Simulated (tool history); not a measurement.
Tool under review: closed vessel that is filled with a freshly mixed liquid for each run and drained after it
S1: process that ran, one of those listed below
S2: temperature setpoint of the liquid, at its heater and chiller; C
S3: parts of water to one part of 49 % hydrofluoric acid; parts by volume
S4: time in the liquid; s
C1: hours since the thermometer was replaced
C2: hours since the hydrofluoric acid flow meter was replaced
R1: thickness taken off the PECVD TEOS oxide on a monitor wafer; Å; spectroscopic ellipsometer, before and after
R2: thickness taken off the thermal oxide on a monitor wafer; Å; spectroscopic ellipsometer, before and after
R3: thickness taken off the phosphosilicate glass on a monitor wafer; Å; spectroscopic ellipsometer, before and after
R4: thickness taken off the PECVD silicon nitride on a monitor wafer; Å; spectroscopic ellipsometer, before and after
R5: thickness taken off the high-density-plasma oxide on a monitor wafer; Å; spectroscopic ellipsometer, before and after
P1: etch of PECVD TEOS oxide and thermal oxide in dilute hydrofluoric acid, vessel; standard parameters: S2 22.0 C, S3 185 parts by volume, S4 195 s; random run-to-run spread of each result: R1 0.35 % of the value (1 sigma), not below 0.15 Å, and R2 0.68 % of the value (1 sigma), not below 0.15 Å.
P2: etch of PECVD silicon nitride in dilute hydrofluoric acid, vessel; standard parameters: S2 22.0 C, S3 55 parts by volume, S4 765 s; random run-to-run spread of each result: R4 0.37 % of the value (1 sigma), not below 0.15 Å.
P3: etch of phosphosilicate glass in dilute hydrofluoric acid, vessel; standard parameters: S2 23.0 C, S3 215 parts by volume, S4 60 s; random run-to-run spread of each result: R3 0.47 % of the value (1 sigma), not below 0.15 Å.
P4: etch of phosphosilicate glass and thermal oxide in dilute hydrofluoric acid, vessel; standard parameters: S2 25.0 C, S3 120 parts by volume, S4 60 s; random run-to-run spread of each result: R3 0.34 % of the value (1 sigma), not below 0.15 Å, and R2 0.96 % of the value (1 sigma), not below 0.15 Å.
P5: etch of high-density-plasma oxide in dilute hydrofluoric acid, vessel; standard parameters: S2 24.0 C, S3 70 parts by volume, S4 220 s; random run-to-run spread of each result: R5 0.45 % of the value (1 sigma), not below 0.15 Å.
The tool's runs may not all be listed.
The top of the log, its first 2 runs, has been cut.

| run | day | S1 | S2 | S3 | S4 | C1 | C2 | R1 | R2 | R3 | R4 | R5 |
|---|---|---|---|---|---|---|---|---|---|---|---|---|
| 3 | 0.454 | P4 | 25.0 | 120 | 30 | 1930.8 | 451.4 |  | 11.9140 | 516.83 |  |  |
| 4 | 0.625 | P1 | 26.5 | 185 | 195 | 1934.9 | 455.5 | 185.31 | 46.7670 |  |  |  |
| 5 | 0.838 | P4 | 33.0 | 120 | 60 | 1940.0 | 460.6 |  | 32.3980 | 1388.00 |  |  |
| 6 | 1.017 | P2 | 30.0 | 55 | 765 | 1944.3 | 464.9 |  |  |  | 594.48 |  |
| 7 | 1.204 | P5 | 24.0 | 70 | 220 | 1948.8 | 469.4 |  |  |  |  | 185.180 |
| 8 | 1.379 | P1 | 22.0 | 75 | 195 | 1953.0 | 473.6 | 431.19 | 108.8700 |  |  |  |
| 9 | 1.529 | P3 | 23.0 | 215 | 60 | 1956.6 | 477.2 |  |  | 446.28 |  |  |
| 10 | 1.721 | P1 | 22.0 | 185 | 195 | 1961.2 | 481.8 | 155.39 | 39.0070 |  |  |  |
| 11 | 1.908 | P4 | 25.0 | 120 | 60 | 1965.7 | 486.3 |  | 23.8360 | 1030.80 |  |  |
| 12 | 2.121 | P1 | 22.0 | 185 | 310 | 1970.8 | 491.4 | 247.58 | 61.7250 |  |  |  |
| 13 | 2.225 | P3 | 17.0 | 215 | 60 | 1973.3 | 493.9 |  |  | 352.51 |  |  |
| 14 | 2.408 | P2 | 22.0 | 55 | 765 | 1977.7 | 498.3 |  |  |  | 348.96 |  |
| 15 | 2.621 | P5 | 24.0 | 115 | 220 | 1982.8 | 503.4 |  |  |  |  | 105.730 |
| 16 | 2.733 | P5 | 24.0 | 70 | 30 | 1985.5 | 506.1 |  |  |  |  | 25.305 |
| 17 | 2.875 | P1 | 18.5 | 185 | 30 | 1988.9 | 509.5 | 20.96 | 5.2333 |  |  |  |
| 18 | 3.000 | P4 | 25.0 | 120 | 60 | 1991.9 | 512.5 |  | 23.4000 | 1030.10 |  |  |
| 19 | 3.208 | P5 | 18.0 | 70 | 220 | 1996.9 | 517.5 |  |  |  |  | 142.590 |
| 20 | 3.417 | P3 | 23.0 | 320 | 60 | 2001.9 | 522.5 |  |  | 270.54 |  |  |
| 21 | 3.621 | P1 | 17.0 | 185 | 195 | 2006.8 | 527.4 | 128.36 | 31.6110 |  |  |  |

Estimate the outcome of run 22 from the log above:
| 22 | 3.729 | P2 | 22.0 | 20 | 765 | 2009.4 | 530.0 |  |  |  | ? |  |

{"run 22": {"R4": 926.24}}
